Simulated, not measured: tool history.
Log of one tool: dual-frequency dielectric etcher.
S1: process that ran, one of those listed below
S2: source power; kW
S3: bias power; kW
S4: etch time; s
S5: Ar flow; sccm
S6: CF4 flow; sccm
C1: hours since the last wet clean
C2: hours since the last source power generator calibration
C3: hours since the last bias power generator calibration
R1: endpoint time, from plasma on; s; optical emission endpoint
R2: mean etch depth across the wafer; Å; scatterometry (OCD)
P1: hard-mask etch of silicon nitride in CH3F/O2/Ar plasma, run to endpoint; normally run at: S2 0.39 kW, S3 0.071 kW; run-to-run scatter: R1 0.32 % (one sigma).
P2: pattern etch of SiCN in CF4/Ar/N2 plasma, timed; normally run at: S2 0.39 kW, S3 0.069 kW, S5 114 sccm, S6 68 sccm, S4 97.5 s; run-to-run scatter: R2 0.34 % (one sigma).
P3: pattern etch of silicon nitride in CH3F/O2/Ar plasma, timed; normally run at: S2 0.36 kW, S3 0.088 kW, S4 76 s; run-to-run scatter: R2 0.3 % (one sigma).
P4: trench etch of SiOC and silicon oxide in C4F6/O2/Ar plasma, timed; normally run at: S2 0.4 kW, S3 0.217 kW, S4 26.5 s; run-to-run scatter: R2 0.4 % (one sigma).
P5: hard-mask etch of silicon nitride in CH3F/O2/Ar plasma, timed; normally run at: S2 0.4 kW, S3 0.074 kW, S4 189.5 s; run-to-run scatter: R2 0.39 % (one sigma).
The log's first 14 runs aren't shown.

{"run": 15, "hour": 125.9, "S1": "P2", "S2": 0.39, "S3": 0.069, "S4": 97.5, "S5": 114, "S6": 94, "C1": 449, "C2": 1549.6, "C3": 2146.4, "R2": 740.98}
{"run": 16, "hour": 135.1, "S1": "P1", "S2": 0.46, "S3": 0.1, "C1": 458.2, "C2": 1558.8, "C3": 2155.6, "R1": 64.095}
{"run": 17, "hour": 141.7, "S1": "P1", "S2": 0.39, "S3": 0.095, "C1": 464.8, "C2": 1565.4, "C3": 2162.2, "R1": 68.852}
{"run": 18, "hour": 147.1, "S1": "P5", "S2": 0.4, "S3": 0.074, "S4": 189.5, "C1": 470.2, "C2": 1570.8, "C3": 2167.6, "R2": 1380}
{"run": 19, "hour": 157.9, "S1": "P1", "S2": 0.39, "S3": 0.051, "C1": 481, "C2": 1581.6, "C3": 2178.4, "R1": 85.391}
{"run": 20, "hour": 162.8, "S1": "P1", "S2": 0.39, "S3": 0.071, "C1": 485.9, "C2": 1586.5, "C3": 2183.3, "R1": 76.796}
{"run": 21, "hour": 173.8, "S1": "P1", "S2": 0.5, "S3": 0.071, "C1": 496.9, "C2": 1597.5, "C3": 2194.3, "R1": 70.1}
{"run": 22, "hour": 182.4, "S1": "P2", "S2": 0.39, "S3": 0.069, "S4": 97.5, "S5": 74, "S6": 68, "C1": 505.5, "C2": 1606.1, "C3": 2202.9, "R2": 752.37}
{"run": 23, "hour": 193.1, "S1": "P1", "S2": 0.39, "S3": 0.071, "C1": 516.2, "C2": 1616.8, "C3": 2213.6, "R1": 76.473}
{"run": 24, "hour": 201.7, "S1": "P3", "S2": 0.36, "S3": 0.072, "S4": 76, "C1": 524.8, "C2": 1625.4, "C3": 2222.2, "R2": 504.72}
{"run": 25, "hour": 212.2, "S1": "P4", "S2": 0.4, "S3": 0.217, "S4": 26.5, "C1": 535.3, "C2": 1635.9, "C3": 2232.7, "R2": 558.45}
{"run": 26, "hour": 219.7, "S1": "P5", "S2": 0.4, "S3": 0.074, "S4": 189.5, "C1": 542.8, "C2": 1643.4, "C3": 2240.2, "R2": 1373.8}
{"run": 27, "hour": 225.1, "S1": "P2", "S2": 0.39, "S3": 0.069, "S4": 53.5, "S5": 114, "S6": 68, "C1": 548.2, "C2": 1648.8, "C3": 2245.6, "R2": 388.29}
{"run": 28, "hour": 232.8, "S1": "P4", "S2": 0.4, "S3": 0.217, "S4": 26.5, "C1": 555.9, "C2": 1656.5, "C3": 2253.3, "R2": 564.96}
{"run": 29, "hour": 242.2, "S1": "P4", "S2": 0.4, "S3": 0.217, "S4": 18.5, "C1": 565.3, "C2": 1665.9, "C3": 2262.7, "R2": 391.38}
{"run": 30, "hour": 248.0, "S1": "P2", "S2": 0.5, "S3": 0.069, "S4": 97.5, "S5": 114, "S6": 68, "C1": 571.1, "C2": 1671.7, "C3": 2268.5, "R2": 879.77}
{"run": 31, "hour": 255.0, "S1": "P5", "S2": 0.56, "S3": 0.074, "S4": 189.5, "C1": 578.1, "C2": 1678.7, "C3": 2275.5, "R2": 1559.8}
{"run": 32, "hour": 266.2, "S1": "P3", "S2": 0.36, "S3": 0.088, "S4": 100.5, "C1": 589.3, "C2": 1689.9, "C3": 2286.7, "R2": 715.11}
{"run": 33, "hour": 272.0, "S1": "P1", "S2": 0.39, "S3": 0.071, "C1": 595.1, "C2": 1695.7, "C3": 2292.5, "R1": 76.548}
{"run": 34, "hour": 278.0, "S1": "P1", "S2": 0.39, "S3": 0.071, "C1": 601.1, "C2": 1701.7, "C3": 2298.5, "R1": 76.901}
{"run": 35, "hour": 285.8, "S1": "P1", "S2": 0.39, "S3": 0.071, "C1": 608.9, "C2": 1709.5, "C3": 2306.3, "R1": 77.296}
{"run": 36, "hour": 290.7, "S1": "P1", "S2": 0.39, "S3": 0.071, "C1": 613.8, "C2": 1714.4, "C3": 2311.2, "R1": 77.599}
{"run": 37, "hour": 298.7, "S1": "P1", "S2": 0.39, "S3": 0.071, "C1": 621.8, "C2": 1722.4, "C3": 2319.2, "R1": 78.107}
{"hour": 300.6, "done": "wet clean of the chamber"}
{"run": 38, "hour": 305.1, "S1": "P1", "S2": 0.39, "S3": 0.071, "C1": 4.5, "C2": 1728.8, "C3": 2325.6, "R1": 78.11}
{"run": 39, "hour": 313.1, "S1": "P1", "S2": 0.39, "S3": 0.071, "C1": 12.5, "C2": 1736.8, "C3": 2333.6, "R1": 78.099}

Forecast run 40:
{"run": 40, "hour": 320.4, "S1": "P1", "S2": 0.39, "S3": 0.071, "C1": 19.8, "C2": 1744.1, "C3": 2340.9, "R1": "?"}

R1: 77.905 s

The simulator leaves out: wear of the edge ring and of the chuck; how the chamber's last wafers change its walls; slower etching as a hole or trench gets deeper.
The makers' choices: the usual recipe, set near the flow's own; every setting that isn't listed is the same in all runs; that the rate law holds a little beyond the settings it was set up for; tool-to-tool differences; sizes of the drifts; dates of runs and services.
